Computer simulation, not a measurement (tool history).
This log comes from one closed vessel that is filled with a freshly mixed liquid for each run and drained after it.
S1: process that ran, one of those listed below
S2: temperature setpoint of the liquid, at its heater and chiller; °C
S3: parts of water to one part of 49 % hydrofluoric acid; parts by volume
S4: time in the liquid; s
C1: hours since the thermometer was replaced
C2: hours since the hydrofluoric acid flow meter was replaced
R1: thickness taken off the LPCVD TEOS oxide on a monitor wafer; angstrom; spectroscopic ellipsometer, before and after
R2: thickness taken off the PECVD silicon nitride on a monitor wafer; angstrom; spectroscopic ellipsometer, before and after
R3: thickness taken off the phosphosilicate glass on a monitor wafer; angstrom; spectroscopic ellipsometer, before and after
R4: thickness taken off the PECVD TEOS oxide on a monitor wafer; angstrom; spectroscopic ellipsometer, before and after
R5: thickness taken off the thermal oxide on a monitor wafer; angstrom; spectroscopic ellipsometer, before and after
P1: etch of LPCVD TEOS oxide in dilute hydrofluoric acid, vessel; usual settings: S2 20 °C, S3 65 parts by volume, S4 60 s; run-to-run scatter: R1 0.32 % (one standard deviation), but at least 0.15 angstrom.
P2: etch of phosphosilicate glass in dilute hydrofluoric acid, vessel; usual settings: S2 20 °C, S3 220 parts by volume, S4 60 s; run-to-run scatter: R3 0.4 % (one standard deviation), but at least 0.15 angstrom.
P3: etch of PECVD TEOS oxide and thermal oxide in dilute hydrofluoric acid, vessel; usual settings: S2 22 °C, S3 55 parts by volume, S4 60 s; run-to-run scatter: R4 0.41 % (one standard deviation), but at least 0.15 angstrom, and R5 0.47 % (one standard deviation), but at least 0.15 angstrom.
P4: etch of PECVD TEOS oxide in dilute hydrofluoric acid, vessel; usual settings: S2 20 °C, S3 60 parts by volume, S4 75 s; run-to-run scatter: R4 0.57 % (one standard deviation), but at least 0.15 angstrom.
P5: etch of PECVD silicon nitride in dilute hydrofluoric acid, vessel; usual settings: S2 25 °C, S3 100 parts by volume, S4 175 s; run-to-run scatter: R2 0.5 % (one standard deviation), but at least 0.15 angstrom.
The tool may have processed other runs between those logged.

run   hour  S1  S2   S3   S4      C1     C2      R1      R2      R3      R4      R5
  1    6.8  P1  20   65   60  1135.8  302.5  131.51
  2   18.3  P5  25   20  175  1147.3    314          361.87
  3   27.6  P1  20   65   60  1156.6  323.3  132.18
  4   41.8  P1  17   65   60  1170.8  337.5  116.61
  5   57.3  P2  27  220   60  1186.3    353                  451.36
  6     68  P2  20  220   60    1197  363.7                  349.47
  7   78.8  P3  17   55   60  1207.8  374.5                          168.54  40.956
  8   86.6  P1  20   65   60  1215.6  382.3  132.19
  9    100  P1  20   65   30    1229  395.7  65.808
 10  114.1  P1  20   90   60  1243.1  409.8  92.595
 11  126.7  P4  20   60   75  1255.7  422.4                          185.35
 12  139.2  P1  20   30   60  1268.2  434.9  298.21
 13  148.4  P3  22   20   60  1277.4  444.1                          601.93  145.25
 14  163.7  P1  20   65  115  1292.7  459.4  253.59
 15  171.3  P4  20   60  130  1300.3    467                          324.76
 16  182.8  P3  22   55   60  1311.8  478.5                          208.81  50.598
 17  190.9  P2  20   50   60  1319.9  486.6                    1848
 18  202.7  P4  20  105   75  1331.7  498.4                          101.56
 19  214.9  P1  17   65   35  1343.9  510.6  67.678
 20    226  P1  20   65   60    1355  521.7  131.07
 21  237.2  P3  22   55   95  1366.2  532.9                          332.36  79.181
 22  245.1  P5  25  100  175  1374.1  540.8            74.9
     246.2  -- thermometer replaced
 23  258.3  P1  25   65   60    12.2    554  162.15
 24  265.8  P4  17   60   75    19.7  561.5                          163.09
 25  277.7  P5  33  100  175    31.6  573.4          124.68
 26  291.6  P5  25  100   65    45.5  587.3          27.767
 27  306.7  P2  20  220   95    60.6  602.4                  556.53
 28  319.4  P1  20   65   60    73.3  615.1   132.2
 29  327.2  P1  20   65   60    81.1  622.9  134.27
 30  335.6  P1  20   65   60    89.5  631.3   136.6
 31  347.5  P1  20   65   60   101.4  643.2  137.94
 32  359.5  P1  20   65   60   113.4  655.2  139.71
 33  368.7  P1  20   65   60   122.6  664.4  139.76
 34    376  P1  20   65   60   129.9  671.7  140.31
 35  383.8  P1  20   65   60   137.7  679.5  139.98
 36  394.9  P1  20   65   60   148.8  690.6  139.35
 37  405.4  P1  20   65   60   159.3  701.1  140.17
 38  414.4  P1  20   65   60   168.3  710.1  141.16

What P1 gives has crept off from where it sat before. The 2 causes that follow fit the log equally well, each at the size noted:
A: liquid hotter than its thermometer reads (K) = 1.51
B: hydrofluoric acid flow above the setpoint (%) = 6.01
The gradual shift began around hour 319.4.

Consider the 4 single-wafer check runs listed below, results given as question marks: which one distinguishes between the causes by giving clearly different results for each?
check 1  423.4  P3  22  20   95                       ?   ?
check 2  423.4  P4  17  60   75                       ?
check 3  423.4  P5  30  35  175               ?
check 4  423.4  P2  20  55   85                   ?

What each check would give under each cause:
  check  result    if A    if B
check 1      R4  1017.4  1012.6
check 1      R5   244.8  243.65
check 2      R4  175.01  174.53
check 3      R2  324.91  311.93
check 4      R3  2524.5    2521
How far apart the two closest causes lie, in the result that separates them most: check 1 0.47 %; check 2 0.28 %; check 3 4.08 %; check 4 0.14 %
Check 3 distinguishes between the causes, while the remaining checks would return nearly the same result for all of them.

Check 3 was then run and gave: R2 311.78 angstrom. Which cause is it?

The correct cause is B, namely: hydrofluoric acid flow above the setpoint (%).
